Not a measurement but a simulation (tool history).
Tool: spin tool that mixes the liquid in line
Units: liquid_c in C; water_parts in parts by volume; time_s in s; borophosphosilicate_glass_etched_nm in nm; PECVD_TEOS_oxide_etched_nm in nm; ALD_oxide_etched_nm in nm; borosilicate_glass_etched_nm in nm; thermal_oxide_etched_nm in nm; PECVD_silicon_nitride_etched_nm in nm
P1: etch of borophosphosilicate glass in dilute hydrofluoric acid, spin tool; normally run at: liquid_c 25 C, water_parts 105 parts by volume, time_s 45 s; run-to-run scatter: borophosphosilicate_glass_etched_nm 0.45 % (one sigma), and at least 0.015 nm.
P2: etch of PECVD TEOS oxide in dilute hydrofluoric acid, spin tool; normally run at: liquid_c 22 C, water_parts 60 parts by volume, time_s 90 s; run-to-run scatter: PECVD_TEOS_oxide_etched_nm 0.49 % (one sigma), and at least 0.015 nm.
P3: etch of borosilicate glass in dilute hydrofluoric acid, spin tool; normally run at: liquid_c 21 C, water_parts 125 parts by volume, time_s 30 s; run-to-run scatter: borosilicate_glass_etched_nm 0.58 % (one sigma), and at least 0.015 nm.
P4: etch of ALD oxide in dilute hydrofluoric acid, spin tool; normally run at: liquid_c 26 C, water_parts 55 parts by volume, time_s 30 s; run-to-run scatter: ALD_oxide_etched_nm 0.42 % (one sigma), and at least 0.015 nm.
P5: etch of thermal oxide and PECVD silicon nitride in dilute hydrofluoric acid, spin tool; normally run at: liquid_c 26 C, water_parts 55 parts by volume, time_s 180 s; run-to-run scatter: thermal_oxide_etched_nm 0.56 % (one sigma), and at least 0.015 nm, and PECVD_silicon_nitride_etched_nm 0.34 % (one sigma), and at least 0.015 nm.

run	hour	process	liquid_c	water_parts	time_s	hours since the thermometer was replaced	hours since the hydrofluoric acid flow meter was replaced	borophosphosilicate_glass_etched_nm	PECVD_TEOS_oxide_etched_nm	ALD_oxide_etched_nm	borosilicate_glass_etched_nm	thermal_oxide_etched_nm	PECVD_silicon_nitride_etched_nm
1	4.8	P1	25	105	45	415.7	817	29.291					
2	10.4	P1	25	105	45	421.3	822.6	29.51					
3	15.2	P2	22	60	35	426.1	827.4		9.676				
4	19.1	P4	26	55	30	430	831.3			20.774			
5	22.4	P3	21	65	30	433.3	834.6				14.468		
6	27.6	P1	32.5	105	45	438.5	839.8	38.877					
7	32.9	P5	26	95	180	443.8	845.1					9.4736	11.615
8	35.6	P1	25	105	25	446.5	847.8	16.471					
9	38.9	P5	31	55	180	449.8	851.1					21.004	27.456
10	43.2	P3	27.5	125	30	454.1	855.4				9.1497		
11	46.9	P1	19.5	105	45	457.8	859.1	23.742					
12	51.6	P5	26	55	15	462.5	863.8					1.4516	1.6754
13	55.9	P1	25	105	45	466.8	868.1	29.286					
14	60	P2	22	60	90	470.9	872.2		24.943				
15	64.5	P1	25	55	15	475.4	876.7	19.857					
16	68.3	P4	26	55	30	479.2	880.5			20.723			
17	73.5	P1	25	180	15	484.4	885.7	5.2262					
18	78	P2	22	105	90	488.9	890.2		13.468				
19	83	P2	22	60	90	493.9	895.2		25.261				
20	88.6	P4	26	20	30	499.5	900.8			60.302			
21	91.5	P3	21	125	55	502.4	903.7				12.863		
22	96.5	P1	25	155	45	507.4	908.7	18.792					
23	100.3	P2	27.5	60	90	511.2	912.5		31.207				
24	105.6	P5	26	55	180	516.5	917.8					17.336	19.818
25	109.1	P1	25	105	85	520	921.3	55.567					
26	113.5	P4	21.5	55	30	524.4	925.7			17.28			
27	119.1	P4	26	55	15	530	931.3			10.465			
28	122.7	P1	25	105	45	533.6	934.9	29.462					
29	127	P1	25	55	45	537.9	939.2	59.638					
30	131	P3	21	125	30	541.9	943.2				7.1358		
31	136.6	P1	25	105	45	547.5	948.8	29.463					
32	142.2	P1	25	105	45	553.1	954.4	29.607					
33	145.2	P1	25	105	45	556.1	957.4	29.454					
34	150.2	P1	25	105	45	561.1	962.4	30.539					
35	153.7	P1	25	105	45	564.6	965.9	31.013					
36	157.5	P1	25	105	45	568.4	969.7	31.37					
37	161.8	P1	25	105	45	572.7	974	31.189					
38	165	P1	25	105	45	575.9	977.2	31.974					
39	170.1	P1	25	105	45	581	982.3	31.747					
40	175.8	P1	25	105	45	586.7	988	31.945					
41	180.6	P1	25	105	45	591.5	992.8	31.983					

What P1 gives has crept away from where it was. These 2 causes fit the log equally well, each at the size given:
A: hydrofluoric acid flow above the setpoint (%) = 7.48
B: liquid hotter than its thermometer reads (K) = 2.1
The creep began at about hour 145.2.

4 check runs are offered, one wafer each, their results left as question marks. Which one tells the causes apart?
check 1	185.4	P4	26	55	30					?			
check 2	185.4	P3	21	125	30						?		
check 3	185.4	P2	22	60	90				?				
check 4	185.4	P5	26	55	180							?	?

What each check would give under each cause:
check	result	if A	if B
check 1	ALD_oxide_etched_nm	22.381	22.527
check 2	borosilicate_glass_etched_nm	7.6695	7.6806
check 3	PECVD_TEOS_oxide_etched_nm	27.018	27.262
check 4	thermal_oxide_etched_nm	18.724	18.846
check 4	PECVD_silicon_nitride_etched_nm	21.259	22.735
How far apart the two closest causes lie, in the result that separates them most: check 1 0.65 %; check 2 0.15 %; check 3 0.9 %; check 4 6.71 %
Only check 4 tells the causes apart: in the others they would give nearly the same result.

Then check 4 was run and gave: thermal_oxide_etched_nm 18.587 nm; PECVD_silicon_nitride_etched_nm 21.209 nm. Which cause is it?

It is A: hydrofluoric acid flow above the setpoint (%).
